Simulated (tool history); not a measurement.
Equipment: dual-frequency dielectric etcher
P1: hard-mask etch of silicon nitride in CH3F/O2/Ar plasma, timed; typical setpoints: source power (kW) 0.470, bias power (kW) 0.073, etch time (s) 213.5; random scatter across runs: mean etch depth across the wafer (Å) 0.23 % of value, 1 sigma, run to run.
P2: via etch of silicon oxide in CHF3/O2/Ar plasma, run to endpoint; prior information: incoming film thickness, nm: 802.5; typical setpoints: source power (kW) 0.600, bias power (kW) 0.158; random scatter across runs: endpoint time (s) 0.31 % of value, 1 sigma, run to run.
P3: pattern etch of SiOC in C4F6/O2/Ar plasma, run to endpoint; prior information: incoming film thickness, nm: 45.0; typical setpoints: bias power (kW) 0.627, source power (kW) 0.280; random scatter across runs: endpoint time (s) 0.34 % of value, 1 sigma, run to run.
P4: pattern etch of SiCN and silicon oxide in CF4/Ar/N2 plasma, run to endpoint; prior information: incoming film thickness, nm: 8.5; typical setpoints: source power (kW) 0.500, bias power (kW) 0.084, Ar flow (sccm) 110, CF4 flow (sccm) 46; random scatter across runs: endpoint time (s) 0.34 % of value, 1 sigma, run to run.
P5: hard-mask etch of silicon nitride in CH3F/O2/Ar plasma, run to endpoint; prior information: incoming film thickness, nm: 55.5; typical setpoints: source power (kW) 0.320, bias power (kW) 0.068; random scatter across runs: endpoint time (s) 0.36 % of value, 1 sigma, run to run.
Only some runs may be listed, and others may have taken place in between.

run,hour,process that ran,source power (kW),bias power (kW),etch time (s),Ar flow (sccm),CF4 flow (sccm),mean etch depth across the wafer (Å),endpoint time (s)
1,7.4,P1,0.470,0.073,213.5,,,1558.60,
2,18.3,P1,0.620,0.073,213.5,,,1737.00,
3,26.8,P1,0.470,0.051,213.5,,,1382.50,
4,42.2,P4,0.500,0.084,,73,46,,8.7598
5,58.2,P4,0.500,0.084,,110,46,,9.2971
6,71.6,P3,0.280,0.627,,,,,16.0420
7,82.5,P1,0.360,0.086,213.5,,,1494.70,
8,90.1,P5,0.450,0.068,,,,,77.3390
9,104.6,P5,0.320,0.093,,,,,78.3310
10,113.3,P1,0.470,0.073,213.5,,,1560.50,
11,128.6,P1,0.470,0.073,123.0,,,895.71,
12,138.7,P1,0.470,0.091,309.0,,,2441.20,
13,150.0,P2,0.600,0.158,,,,,428.4600
14,166.8,P1,0.470,0.073,316.0,,,2303.20,
15,174.2,P3,0.280,0.482,,,,,17.6680
16,190.2,P1,0.470,0.073,213.5,,,1561.70,
17,198.5,P2,0.600,0.214,,,,,387.8400
18,207.5,P4,0.500,0.084,,110,46,,9.2978
19,221.5,P5,0.320,0.068,,,,,88.3690
20,233.5,P1,0.470,0.073,213.5,,,1559.30,
21,244.4,P1,0.470,0.073,213.5,,,1556.10,
22,253.2,P1,0.660,0.093,213.5,,,1929.00,
23,269.1,P3,0.170,0.627,,,,,19.2870
24,281.9,P4,0.500,0.084,,110,37,,9.5904

Forecast run 25:
25,296.3,P4,0.390,0.084,,110,46,,?

For run 25 the tool returned endpoint time (s) 11.6180.
